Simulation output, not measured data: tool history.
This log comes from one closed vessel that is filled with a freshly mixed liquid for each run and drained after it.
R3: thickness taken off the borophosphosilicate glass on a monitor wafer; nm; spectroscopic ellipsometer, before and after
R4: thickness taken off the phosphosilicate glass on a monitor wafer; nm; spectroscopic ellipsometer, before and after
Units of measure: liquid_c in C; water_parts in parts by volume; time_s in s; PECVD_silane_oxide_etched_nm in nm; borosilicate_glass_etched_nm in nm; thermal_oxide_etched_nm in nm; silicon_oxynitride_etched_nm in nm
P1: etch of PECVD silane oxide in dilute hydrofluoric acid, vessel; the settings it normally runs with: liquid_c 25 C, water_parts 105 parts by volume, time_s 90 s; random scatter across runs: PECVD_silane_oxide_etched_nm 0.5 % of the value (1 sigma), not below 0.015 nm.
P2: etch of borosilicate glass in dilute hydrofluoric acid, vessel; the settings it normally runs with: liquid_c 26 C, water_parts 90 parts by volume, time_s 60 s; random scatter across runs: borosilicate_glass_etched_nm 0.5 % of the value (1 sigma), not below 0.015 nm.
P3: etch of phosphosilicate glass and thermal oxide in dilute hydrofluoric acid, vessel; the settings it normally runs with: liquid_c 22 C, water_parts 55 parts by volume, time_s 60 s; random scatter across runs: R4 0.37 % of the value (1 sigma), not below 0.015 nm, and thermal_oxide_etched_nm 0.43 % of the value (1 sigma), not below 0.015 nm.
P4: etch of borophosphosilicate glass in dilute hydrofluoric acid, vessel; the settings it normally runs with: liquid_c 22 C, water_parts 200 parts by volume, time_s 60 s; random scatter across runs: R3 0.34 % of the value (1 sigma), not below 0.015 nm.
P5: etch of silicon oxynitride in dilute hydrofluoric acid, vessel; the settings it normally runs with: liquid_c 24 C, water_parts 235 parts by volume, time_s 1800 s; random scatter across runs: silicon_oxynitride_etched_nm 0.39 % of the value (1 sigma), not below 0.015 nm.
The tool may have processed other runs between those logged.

run 1 day=0.304 | process=P1 liquid_c=25 water_parts=105 time_s=90 | PECVD_silane_oxide_etched_nm=37.254
run 2 day=0.567 | process=P1 liquid_c=25 water_parts=30 time_s=90 | PECVD_silane_oxide_etched_nm=145.050
run 3 day=0.900 | process=P2 liquid_c=32 water_parts=90 time_s=60 | borosilicate_glass_etched_nm=36.507
run 4 day=1.300 | process=P1 liquid_c=25 water_parts=105 time_s=135 | PECVD_silane_oxide_etched_nm=56.774
run 5 day=1.708 | process=P2 liquid_c=26 water_parts=90 time_s=120 | borosilicate_glass_etched_nm=58.304
run 6 day=1.983 | process=P1 liquid_c=25 water_parts=105 time_s=30 | PECVD_silane_oxide_etched_nm=12.450
run 7 day=2.217 | process=P1 liquid_c=25 water_parts=105 time_s=90 | PECVD_silane_oxide_etched_nm=37.271
run 8 day=2.517 | process=P4 liquid_c=22 water_parts=200 time_s=60 | R3=16.8000
run 9 day=2.942 | process=P1 liquid_c=25 water_parts=105 time_s=90 | PECVD_silane_oxide_etched_nm=37.217
run 10 day=3.208 | process=P1 liquid_c=17 water_parts=105 time_s=90 | PECVD_silane_oxide_etched_nm=26.699
run 11 day=3.558 | process=P4 liquid_c=30 water_parts=200 time_s=60 | R3=22.3430
run 12 day=4.017 | process=P3 liquid_c=30 water_parts=55 time_s=60 | R4=290.88 thermal_oxide_etched_nm=6.8035
run 13 day=4.412 | process=P3 liquid_c=22 water_parts=55 time_s=95 | R4=333.99 thermal_oxide_etched_nm=7.8017
run 14 day=4.788 | process=P3 liquid_c=22 water_parts=100 time_s=60 | R4=109.41 thermal_oxide_etched_nm=2.5764
run 15 day=5.104 | process=P2 liquid_c=26 water_parts=130 time_s=60 | borosilicate_glass_etched_nm=19.261
run 16 day=5.496 | process=P1 liquid_c=25 water_parts=105 time_s=90 | PECVD_silane_oxide_etched_nm=37.172
run 17 day=5.958 | process=P4 liquid_c=22 water_parts=360 time_s=60 | R3=7.9915
-- day=6.296 thermometer replaced
run 18 day=6.325 | process=P1 liquid_c=30 water_parts=105 time_s=90 | PECVD_silane_oxide_etched_nm=45.090
-- day=6.675 hydrofluoric acid flow meter replaced
run 19 day=6.721 | process=P1 liquid_c=25 water_parts=105 time_s=90 | PECVD_silane_oxide_etched_nm=37.370
run 20 day=7.100 | process=P4 liquid_c=22 water_parts=200 time_s=60 | R3=16.7930
run 21 day=7.538 | process=P1 liquid_c=25 water_parts=105 time_s=90 | PECVD_silane_oxide_etched_nm=37.569
run 22 day=7.808 | process=P5 liquid_c=24 water_parts=235 time_s=375 | silicon_oxynitride_etched_nm=5.4248
run 23 day=8.125 | process=P2 liquid_c=26 water_parts=90 time_s=60 | borosilicate_glass_etched_nm=29.111
run 24 day=8.400 | process=P3 liquid_c=22 water_parts=55 time_s=60 | R4=209.96 thermal_oxide_etched_nm=4.9491
run 25 day=8.721 | process=P5 liquid_c=24 water_parts=415 time_s=1800 | silicon_oxynitride_etched_nm=12.9840
run 26 day=9.075 | process=P4 liquid_c=22 water_parts=200 time_s=30 | R3=8.4068
run 27 day=9.383 | process=P5 liquid_c=24 water_parts=235 time_s=1800 | silicon_oxynitride_etched_nm=26.0440
run 28 day=9.604 | process=P5 liquid_c=17 water_parts=235 time_s=1800 | silicon_oxynitride_etched_nm=18.9190
run 29 day=10.029 | process=P1 liquid_c=25 water_parts=35 time_s=175 | PECVD_silane_oxide_etched_nm=238.500
run 30 day=10.333 | process=P1 liquid_c=25 water_parts=185 time_s=90 | PECVD_silane_oxide_etched_nm=19.380
run 31 day=10.638 | process=P1 liquid_c=25 water_parts=105 time_s=90 | PECVD_silane_oxide_etched_nm=37.730
run 32 day=11.008 | process=P1 liquid_c=25 water_parts=105 time_s=90 | PECVD_silane_oxide_etched_nm=38.779
run 33 day=11.233 | process=P1 liquid_c=25 water_parts=105 time_s=90 | PECVD_silane_oxide_etched_nm=39.124
run 34 day=11.438 | process=P1 liquid_c=25 water_parts=105 time_s=90 | PECVD_silane_oxide_etched_nm=39.383
run 35 day=11.867 | process=P1 liquid_c=25 water_parts=105 time_s=90 | PECVD_silane_oxide_etched_nm=40.266
run 36 day=12.329 | process=P1 liquid_c=25 water_parts=105 time_s=90 | PECVD_silane_oxide_etched_nm=40.119
run 37 day=12.796 | process=P1 liquid_c=25 water_parts=105 time_s=90 | PECVD_silane_oxide_etched_nm=40.656
run 38 day=13.008 | process=P1 liquid_c=25 water_parts=105 time_s=90 | PECVD_silane_oxide_etched_nm=40.383

Compared with where it was, what P1 gives has crept away. Each cause listed below fits the log as well as the rest, at the size given for it:
A: hydrofluoric acid flow above the setpoint (%) = 7
B: liquid hotter than its thermometer reads (K) = 1.97
The creep began at about day 10.638.

Of the 4 check runs listed below, each run on one wafer and each result written as a question mark, which would let you distinguish the listed causes because they would give clearly different results?
run check 1 day=13.221 | process=P3 liquid_c=29.0 water_parts=75 time_s=60 | R4=? thermal_oxide_etched_nm=?
run check 2 day=13.221 | process=P4 liquid_c=30.0 water_parts=360 time_s=60 | R3=?
run check 3 day=13.221 | process=P5 liquid_c=24.0 water_parts=400 time_s=430 | silicon_oxynitride_etched_nm=?
run check 4 day=13.221 | process=P2 liquid_c=31.5 water_parts=90 time_s=110 | borosilicate_glass_etched_nm=?

What each check would give under each cause:
check=check_1 result=R4 if_A=214.37 if_B=214.53
check=check_1 result=thermal_oxide_etched_nm if_A=5.0471 if_B=5.0507
check=check_2 result=R3 if_A=11.4100 if_B=11.0500
check=check_3 result=silicon_oxynitride_etched_nm if_A=3.5409 if_B=3.5216
check=check_4 result=borosilicate_glass_etched_nm if_A=71.229 if_B=70.970
Per-check spread between the two closest causes, in the result where they differ most: check 1 0.07 %; check 2 3.21 %; check 3 0.55 %; check 4 0.36 %
Check 2 is the one run that separates the causes; every other check would come out nearly the same whichever cause is at work.

With check 2 done, the readings were: R3 11.0840 nm. Identify which of the listed causes applies.

The cause is B: liquid hotter than its thermometer reads (K).

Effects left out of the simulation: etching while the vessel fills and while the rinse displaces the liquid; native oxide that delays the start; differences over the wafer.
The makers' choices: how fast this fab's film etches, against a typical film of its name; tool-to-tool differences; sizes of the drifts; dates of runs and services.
